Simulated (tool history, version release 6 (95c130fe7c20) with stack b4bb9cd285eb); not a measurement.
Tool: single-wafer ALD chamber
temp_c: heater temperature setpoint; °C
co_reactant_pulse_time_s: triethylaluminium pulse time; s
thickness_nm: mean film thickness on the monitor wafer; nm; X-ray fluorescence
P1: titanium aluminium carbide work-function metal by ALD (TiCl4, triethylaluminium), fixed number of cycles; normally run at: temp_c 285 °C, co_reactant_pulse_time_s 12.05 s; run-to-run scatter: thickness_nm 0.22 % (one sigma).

run   hour  temp_c  co_reactant_pulse_time_s  hours since the last thermocouple change  hours since the last triethylaluminium bottle change  thickness_nm
  1   18.3     285                     12.05                                     810.8                                                  1195        1.9845
  2   26.4     310                     12.05                                     818.9                                                1203.1        2.2163
  3   42.8     285                     12.05                                     835.3                                                1219.5         1.981
  4   59.5     285                     17.28                                       852                                                1236.2        2.0048
  5   73.3     272                      4.93                                     865.8                                                  1250        1.5501
      80.8  -- thermocouple changed; heater temperature recalibrated
  6   85.7     295                       8.4                                       4.9                                                1262.4        1.9877
  7   99.6     285                     12.05                                      18.8                                                1276.3        1.9746
  8    114     285                     12.05                                      33.2                                                1290.7        1.9722
  9  128.9     285                     12.05                                      48.1                                                1305.6        1.9805
 10  141.7     308                      6.59                                      60.9                                                1318.4        1.9955
 11  158.3     285                     12.05                                      77.5                                                  1335        1.9778
 12  171.5     285                      5.48                                      90.7                                                1348.2        1.7146
 13  181.4     271                     12.05                                     100.6                                                1358.1        1.8443
 14  190.5     285                     12.05                                     109.7                                                1367.2        1.9766
 15  202.4     285                     12.05                                     121.6                                                1379.1        1.9691
 16  211.8     285                     12.05                                       131                                                1388.5        1.9561
 17  225.7     285                     12.05                                     144.9                                                1402.4        1.9534
 18    236     285                     12.05                                     155.2                                                1412.7        1.9517
 19  253.2     285                     12.05                                     172.4                                                1429.9        1.9473
 20  262.2     285                     12.05                                     181.4                                                1438.9        1.9366
 21  279.8     285                     12.05                                       199                                                1456.5        1.9398
 22  288.6     285                     12.05                                     207.8                                                1465.3        1.9417

What P1 gives has crept away from where it was. These 2 causes fit the log equally well, each at the size given:
A: wafer temperature below the value expected at the setpoint (K) = 4.27
B: triethylaluminium dose below that of a fresh bottle (%) = 19.2
The creep began at about hour 190.5.

4 check runs are offered, one wafer each, their results left as question marks. Which one tells the causes apart?
check 1  297.4     275                     12.05                                                                                                             ?
check 2  297.4     272                     12.05                                                                                                             ?
check 3  297.4     301                     12.05                                                                                                             ?
check 4  297.4     285                      5.72                                                                                                             ?

What each check would give under each cause:
  check        result    if A    if B
check 1  thickness_nm  1.8522  1.8537
check 2  thickness_nm  1.8254  1.8273
check 3  thickness_nm  2.0878  2.0856
check 4  thickness_nm  1.6985  1.6034
How far apart the two closest causes lie, in the result that separates them most: check 1 0.08 %; check 2 0.1 %; check 3 0.1 %; check 4 5.76 %
Check 4 tells the causes apart: in the others they would give nearly the same result.

Check 4 was then run and gave: thickness_nm 1.6973 nm. Which cause is it?

It is A: wafer temperature below the value expected at the setpoint (K).

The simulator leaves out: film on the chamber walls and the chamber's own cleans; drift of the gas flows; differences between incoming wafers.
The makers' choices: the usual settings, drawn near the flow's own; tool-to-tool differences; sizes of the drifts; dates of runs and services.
